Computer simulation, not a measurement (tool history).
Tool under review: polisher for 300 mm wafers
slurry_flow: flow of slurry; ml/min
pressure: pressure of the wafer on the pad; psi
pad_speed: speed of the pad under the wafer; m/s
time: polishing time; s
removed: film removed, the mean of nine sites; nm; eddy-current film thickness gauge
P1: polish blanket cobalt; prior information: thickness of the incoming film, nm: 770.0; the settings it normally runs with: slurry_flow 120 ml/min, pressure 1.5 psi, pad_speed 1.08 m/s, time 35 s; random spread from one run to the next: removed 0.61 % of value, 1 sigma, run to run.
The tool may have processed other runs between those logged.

run,hour,slurry_flow,pressure,pad_speed,time,wafers polished on this pad,hours since the slurry nozzle was cleaned,hours since the head pressure was calibrated,removed
1,4.1,120,1.5,1.08,35,522,160.7,86.4,134.600
2,6.6,120,1.5,1.08,35,547,163.2,88.9,135.260
3,9.3,120,1.5,1.08,35,574,165.9,91.6,133.960
4,14.1,170,1.5,1.08,35,623,170.7,96.4,142.480
5,18.0,120,1.5,1.64,35,662,174.6,100.3,202.560
6,21.0,120,2.0,1.08,35,692,177.6,103.3,178.380
7,23.9,120,0.7,1.08,35,721,180.5,106.2,62.346
8,29.2,120,1.5,1.08,35,774,185.8,111.5,134.050
9,32.5,120,1.5,1.08,52,808,189.1,114.8,198.690
10,36.7,120,1.5,1.08,35,850,193.3,119.0,132.830
11,40.2,70,1.5,1.08,35,885,196.8,122.5,115.200
12,44.7,160,1.5,1.08,20,930,201.3,127.0,81.369
13,48.8,120,1.5,1.08,17,971,205.4,131.1,65.045
14,53.5,120,0.8,1.08,44,1019,210.1,135.8,90.990
15,56.8,120,1.5,1.08,35,1052,213.4,139.1,134.360

Run 16, settings as shown, results not yet in. Your forecast:
16,59.6,120,1.5,0.62,35,1080,216.2,141.9,?

{"run 16": {"removed": 76.744}}

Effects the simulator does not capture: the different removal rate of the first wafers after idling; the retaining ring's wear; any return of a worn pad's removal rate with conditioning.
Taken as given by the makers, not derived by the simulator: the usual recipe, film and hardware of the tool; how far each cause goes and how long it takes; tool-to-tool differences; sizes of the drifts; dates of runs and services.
